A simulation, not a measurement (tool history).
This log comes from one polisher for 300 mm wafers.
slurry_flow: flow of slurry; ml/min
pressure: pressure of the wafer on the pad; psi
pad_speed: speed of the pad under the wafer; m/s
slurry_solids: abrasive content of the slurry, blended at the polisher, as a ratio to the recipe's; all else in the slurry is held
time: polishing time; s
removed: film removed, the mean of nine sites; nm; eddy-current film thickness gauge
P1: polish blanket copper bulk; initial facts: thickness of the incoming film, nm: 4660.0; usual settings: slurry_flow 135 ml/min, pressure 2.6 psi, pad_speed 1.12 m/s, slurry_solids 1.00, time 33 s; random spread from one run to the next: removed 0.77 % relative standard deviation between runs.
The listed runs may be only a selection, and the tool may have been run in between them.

| run | day | slurry_flow | pressure | pad_speed | slurry_solids | time | wafers polished on this pad | hours since the slurry nozzle was cleaned | hours since the head pressure was calibrated | hours since the slurry blender was calibrated | removed |
|---|---|---|---|---|---|---|---|---|---|---|---|
| 1 | 0.254 | 135 | 2.6 | 1.12 | 1.00 | 33 | 192 | 187.8 | 130.2 | 87.0 | 343.02 |
| 2 | 0.658 | 135 | 3.9 | 1.12 | 1.00 | 33 | 282 | 197.5 | 139.9 | 96.7 | 514.73 |
| 3 | 1.062 | 195 | 1.5 | 1.12 | 1.00 | 33 | 373 | 207.2 | 149.6 | 106.4 | 211.40 |
| 4 | 1.338 | 180 | 2.6 | 1.12 | 1.00 | 33 | 435 | 213.8 | 156.2 | 113.0 | 359.42 |
| 5 | 1.579 | 135 | 1.9 | 1.12 | 1.00 | 33 | 489 | 219.6 | 162.0 | 118.8 | 252.42 |
| 6 | 1.946 | 135 | 2.6 | 0.78 | 1.00 | 41 | 571 | 228.4 | 170.8 | 127.6 | 298.30 |
| 7 | 2.225 | 85 | 2.6 | 1.12 | 1.00 | 33 | 634 | 235.1 | 177.5 | 134.3 | 309.53 |
| 8 | 2.646 | 135 | 2.6 | 0.50 | 1.00 | 33 | 729 | 245.2 | 187.6 | 144.4 | 153.65 |
| 9 | 3.054 | 135 | 2.6 | 1.12 | 1.00 | 33 | 820 | 255.0 | 197.4 | 154.2 | 339.41 |
| 10 | 3.429 | 135 | 2.6 | 1.12 | 0.60 | 33 | 904 | 264.0 | 206.4 | 163.2 | 312.22 |
| 11 | 3.796 | 135 | 2.6 | 1.12 | 1.25 | 33 | 987 | 272.8 | 215.2 | 172.0 | 360.89 |
| 12 | 4.129 | 135 | 2.6 | 1.44 | 1.00 | 33 | 1062 | 280.8 | 223.2 | 180.0 | 444.24 |
| 13 | 4.588 | 135 | 2.6 | 1.12 | 1.00 | 52 | 1164 | 291.8 | 234.2 | 191.0 | 543.59 |
| 14 | 4.796 | 135 | 2.6 | 1.12 | 1.00 | 33 | 1211 | 296.8 | 239.2 | 196.0 | 342.70 |
| 15 | 5.021 | 135 | 2.6 | 1.70 | 1.30 | 33 | 1262 | 302.2 | 244.6 | 201.4 | 544.05 |
| 16 | 5.338 | 135 | 2.6 | 1.12 | 1.00 | 33 | 1333 | 309.8 | 252.2 | 209.0 | 338.22 |
| 17 | 5.667 | 135 | 2.6 | 1.12 | 1.00 | 33 | 1407 | 317.7 | 260.1 | 216.9 | 346.20 |
| 18 | 5.992 | 135 | 2.6 | 1.12 | 1.00 | 17 | 1480 | 325.5 | 267.9 | 224.7 | 176.55 |
| 19 | 6.238 | 135 | 2.6 | 1.12 | 1.00 | 33 | 1535 | 331.4 | 273.8 | 230.6 | 341.13 |
| 20 | 6.596 | 135 | 2.6 | 1.12 | 1.00 | 33 | 1615 | 340.0 | 282.4 | 239.2 | 335.29 |

Expected results for the next run?
| 21 | 7.004 | 135 | 2.6 | 1.12 | 1.00 | 33 | 1707 | 349.8 | 292.2 | 249.0 | ? |

removed: 325.05 nm
